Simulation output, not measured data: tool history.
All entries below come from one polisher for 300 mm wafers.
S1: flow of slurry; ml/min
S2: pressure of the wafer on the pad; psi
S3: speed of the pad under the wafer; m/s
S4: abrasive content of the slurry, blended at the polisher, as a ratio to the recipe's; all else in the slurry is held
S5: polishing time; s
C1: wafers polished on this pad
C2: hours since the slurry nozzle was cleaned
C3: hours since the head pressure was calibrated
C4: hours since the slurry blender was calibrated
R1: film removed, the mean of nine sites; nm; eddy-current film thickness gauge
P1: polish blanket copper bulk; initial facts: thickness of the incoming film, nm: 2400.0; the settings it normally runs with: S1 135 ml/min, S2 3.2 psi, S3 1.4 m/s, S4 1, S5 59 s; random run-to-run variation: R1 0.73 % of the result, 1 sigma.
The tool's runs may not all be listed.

run     day   S1   S2    S3    S4  S5    C1     C2     C3     C4      R1
  1   0.658  135  3.2   1.4     1  59  1021  413.5   90.8  352.6  778.84
  2   1.267  135  3.2   1.4   0.5  59  1149  428.1  105.4  367.2  681.39
  3   2.021  135  1.7   1.4     1  59  1307  446.2  123.5  385.3  413.82
  4   2.796  135  3.2   1.4     1  89  1470  464.8  142.1  403.9  1185.7
  5   3.283  135  3.2  0.76     1  59  1573  476.5  153.8  415.6  421.21
      3.367  -- slurry blender recalibrated
  6   4.071  135  3.2   1.4     1  34  1738  495.4  172.7     17  445.86
  7   4.608   90  3.2   1.4     1  59  1851  508.3  185.6   29.9  715.69
  8   4.996  135  3.2   1.4  0.75  44  1932  517.6  194.9   39.2  551.42
  9   5.583  135  3.2   1.4  1.35  59  2056  531.7    209   53.3  819.44
 10   5.958  135  3.2   1.4     1  59  2135  540.7    218   62.3  774.35
 11   6.588  135  3.2   1.4     1  59  2267  555.8  233.1   77.4  779.44
 12   6.962  135  3.2  1.92     1  59  2346  564.8  242.1   86.4  1073.1
 13   7.329  190  3.2   1.4     1  59  2423  573.6  250.9   95.2  824.08
 14   7.817  135  4.8   1.4     1  59  2525  585.3  262.6  106.9  1176.3
 15   8.225  135  1.7  2.12     1  59  2611  595.1  272.4  116.7  620.52
 16   8.875  135  3.2   1.4   1.3  82  2748  610.7    288  132.3  1152.1
 17   9.442  135  3.2   1.4     1  59  2867  624.3  301.6  145.9  789.88
 18  10.033  135  3.2   1.4     1  59  2991  638.5  315.8  160.1  778.95
 19  10.604  135  3.2   1.4     1  59  3111  652.2  329.5  173.8  762.12
 20  10.962  135  3.2   1.4     1  59  3186  660.8  338.1  182.4  751.01
 21  11.729  135  3.2   1.4     1  59  3347  679.2  356.5  200.8  717.64
 22  12.438  135  3.2   1.4     1  59  3496  696.2  373.5  217.8  719.48
 23  12.962  135  3.2   1.4     1  59  3607  708.8  386.1  230.4  708.06
     13.342  -- head pressure recalibrated
 24  13.346  135  3.2   1.4     1  59  3687    718    0.1  239.6  711.72
     13.808  -- slurry blender recalibrated
 25  14.033  135  3.2   1.4     1  59  3832  734.5   16.6    5.4  709.27
 26  14.383  135  3.2   1.4     1  59  3905  742.9     25   13.8  706.79
 27   14.75  135  3.2   1.4     1  59  3982  751.7   33.8   22.6  707.05
 28  15.154  135  3.2   1.4     1  59  4067  761.4   43.5   32.3  709.73

What P1 gives has crept away from where it was. These 2 causes fit the log equally well, each at the size given:
A: slurry flow missing at the pad, % = 37.6
B: removal rate lost through wear of the pad, % = 10.6
The creep began at about day 10.033.
Ruled out, with reasons:
head's pressure below its setpoint, %: was serviced at day 13.342, once the creep was under way, yet the earlier output never came back
abrasive missing from the slurry, %: was serviced at day 13.808, once the creep was under way, yet the earlier output never came back

Each of the check runs listed below is run on 5 wafers and reports their average, with the results left as question marks. Pick the one under which the possible causes would lead to clearly different results.
check 1  15.558  135  3.2  0.98     1  59                   ?
check 2  15.558  135  3.2   1.4  0.75  38                   ?
check 3  15.558  175  3.2   1.4  0.65  59                   ?
check 4  15.558  135  3.2   1.4     1  88                   ?

What each check would give under each cause:
  check  result    if A    if B
check 1      R1  490.51  490.48
check 2      R1  424.78  424.77
check 3      R1  685.12  669.27
check 4      R1  1045.1  1045.1
Separation of the two closest causes in each check, using whichever result separates them best: check 1 0 %; check 2 0 %; check 3 2.34 %; check 4 0 %
Check 3 distinguishes between the causes, while the remaining checks would return nearly the same result for all of them.

With check 3 done, the readings were: R1 682.65 nm. Identify which of the listed causes applies.

It was cause A: slurry flow missing at the pad, %.

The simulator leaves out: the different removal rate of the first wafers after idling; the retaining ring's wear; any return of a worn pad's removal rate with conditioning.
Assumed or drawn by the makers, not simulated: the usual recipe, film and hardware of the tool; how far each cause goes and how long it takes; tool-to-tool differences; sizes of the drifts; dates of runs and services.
